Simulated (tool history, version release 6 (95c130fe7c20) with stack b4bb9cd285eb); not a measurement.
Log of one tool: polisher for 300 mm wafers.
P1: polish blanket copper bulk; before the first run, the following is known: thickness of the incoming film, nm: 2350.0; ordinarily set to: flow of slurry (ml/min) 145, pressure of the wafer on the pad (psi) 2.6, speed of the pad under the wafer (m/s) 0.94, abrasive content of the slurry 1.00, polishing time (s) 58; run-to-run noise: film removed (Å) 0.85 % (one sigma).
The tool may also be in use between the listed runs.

run,day,flow of slurry (ml/min),pressure of the wafer on the pad (psi),speed of the pad under the wafer (m/s),abrasive content of the slurry,polishing time (s),wafers polished on this pad,hours since the slurry nozzle was cleaned,hours since the head pressure was calibrated,hours since the slurry blender was calibrated,film removed (Å)
1,0.096,145,2.6,0.94,1.00,58,159,167.5,569.1,232.5,4935.8
2,0.204,145,2.6,0.94,1.00,29,185,170.1,571.7,235.1,2461.7
3,0.317,145,2.6,0.94,1.00,58,213,172.8,574.4,237.8,4984.3
4,0.442,145,1.9,0.94,1.00,58,243,175.8,577.4,240.8,3592.4
5,0.567,145,2.6,0.42,1.00,58,274,178.8,580.4,243.8,2200.9
6,0.721,145,2.6,0.94,1.00,58,312,182.5,584.1,247.5,4882.5
7,0.871,145,2.6,0.94,1.45,58,348,186.1,587.7,251.1,5394.8
8,1.050,145,2.6,0.94,1.00,89,392,190.4,592.0,255.4,7610.0
9,1.146,145,2.6,1.34,1.00,58,416,192.7,594.3,257.7,6974.0
10,1.338,145,2.6,0.94,1.00,58,463,197.3,598.9,262.3,4975.8
11,1.429,210,2.6,0.94,1.00,58,485,199.5,601.1,264.5,5138.9
12,1.604,145,3.5,0.94,1.00,58,528,203.7,605.3,268.7,6683.2
13,1.779,100,2.6,0.94,1.00,58,571,207.9,609.5,272.9,4528.8
14,1.896,145,2.6,0.94,1.00,58,599,210.7,612.3,275.7,4844.8
15,2.021,145,2.6,0.94,1.00,58,630,213.7,615.3,278.7,4925.5
16,2.108,145,2.6,0.94,0.65,58,651,215.8,617.4,280.8,4515.5
17,2.238,100,2.6,1.36,1.00,58,683,218.9,620.5,283.9,6607.3
18,2.412,145,2.6,0.94,1.00,58,726,223.1,624.7,288.1,4961.4

Run 19 has not been measured yet. What should we expect?
19,2.592,145,2.6,0.94,1.00,58,770,227.4,629.0,292.4,?

{"run 19": {"film removed (Å)": 4765.7}}

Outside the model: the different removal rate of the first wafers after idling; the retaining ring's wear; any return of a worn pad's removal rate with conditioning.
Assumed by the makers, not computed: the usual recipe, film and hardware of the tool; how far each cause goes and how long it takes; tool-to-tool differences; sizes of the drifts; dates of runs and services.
